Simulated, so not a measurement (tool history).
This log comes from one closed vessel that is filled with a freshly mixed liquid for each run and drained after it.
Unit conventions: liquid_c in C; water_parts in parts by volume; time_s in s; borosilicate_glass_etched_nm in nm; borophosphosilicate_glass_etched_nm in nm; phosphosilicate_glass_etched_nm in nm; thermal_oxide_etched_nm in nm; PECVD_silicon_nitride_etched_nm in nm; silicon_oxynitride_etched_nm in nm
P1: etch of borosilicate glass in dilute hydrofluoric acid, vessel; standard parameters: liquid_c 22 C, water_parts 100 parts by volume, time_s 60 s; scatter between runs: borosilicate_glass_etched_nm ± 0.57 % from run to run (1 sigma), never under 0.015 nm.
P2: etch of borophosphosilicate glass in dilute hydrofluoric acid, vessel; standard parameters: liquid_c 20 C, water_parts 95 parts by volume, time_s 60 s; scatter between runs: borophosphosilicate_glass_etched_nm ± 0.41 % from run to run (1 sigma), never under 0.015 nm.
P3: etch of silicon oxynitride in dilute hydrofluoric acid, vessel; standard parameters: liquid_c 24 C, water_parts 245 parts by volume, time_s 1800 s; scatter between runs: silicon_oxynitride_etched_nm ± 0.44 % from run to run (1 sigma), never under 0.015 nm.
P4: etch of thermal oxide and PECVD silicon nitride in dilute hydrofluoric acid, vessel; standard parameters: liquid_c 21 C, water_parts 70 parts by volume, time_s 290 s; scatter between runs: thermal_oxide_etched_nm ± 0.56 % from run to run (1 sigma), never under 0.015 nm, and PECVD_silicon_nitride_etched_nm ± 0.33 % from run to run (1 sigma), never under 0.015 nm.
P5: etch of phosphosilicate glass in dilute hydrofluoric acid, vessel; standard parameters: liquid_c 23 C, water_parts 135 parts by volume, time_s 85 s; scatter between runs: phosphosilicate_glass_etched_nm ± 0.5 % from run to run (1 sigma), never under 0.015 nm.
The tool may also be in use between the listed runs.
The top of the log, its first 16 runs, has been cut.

run	hour	process	liquid_c	water_parts	time_s	hours since the thermometer was replaced	hours since the hydrofluoric acid flow meter was replaced	borosilicate_glass_etched_nm	borophosphosilicate_glass_etched_nm	phosphosilicate_glass_etched_nm	thermal_oxide_etched_nm	PECVD_silicon_nitride_etched_nm	silicon_oxynitride_etched_nm
17	88.1	P1	22	55	60	965.4	16.3	32.072					
18	93.9	P1	22	100	60	971.2	22.1	16.426					
19	99.6	P1	22	100	60	976.9	27.8	16.39					
20	103.3	P1	22	150	60	980.6	31.5	10.384					
21	107.4	P5	23	50	85	984.7	35.6			182.47			
22	112.4	P3	24	245	1800	989.7	40.6						9.6135
23	119	P1	22	100	60	996.3	47.2	16.362					
24	123.7	P1	22	100	60	1001	51.9	16.679					
25	130.7	P2	20	95	60	1008	58.9		41.714				
26	133.9	P5	23	135	85	1011.2	62.1			60.604			

Predict the results of run 27:
27	139.3	P3	24	245	1800	1016.6	67.5						?

{"run 27": {"silicon_oxynitride_etched_nm": 9.7731}}
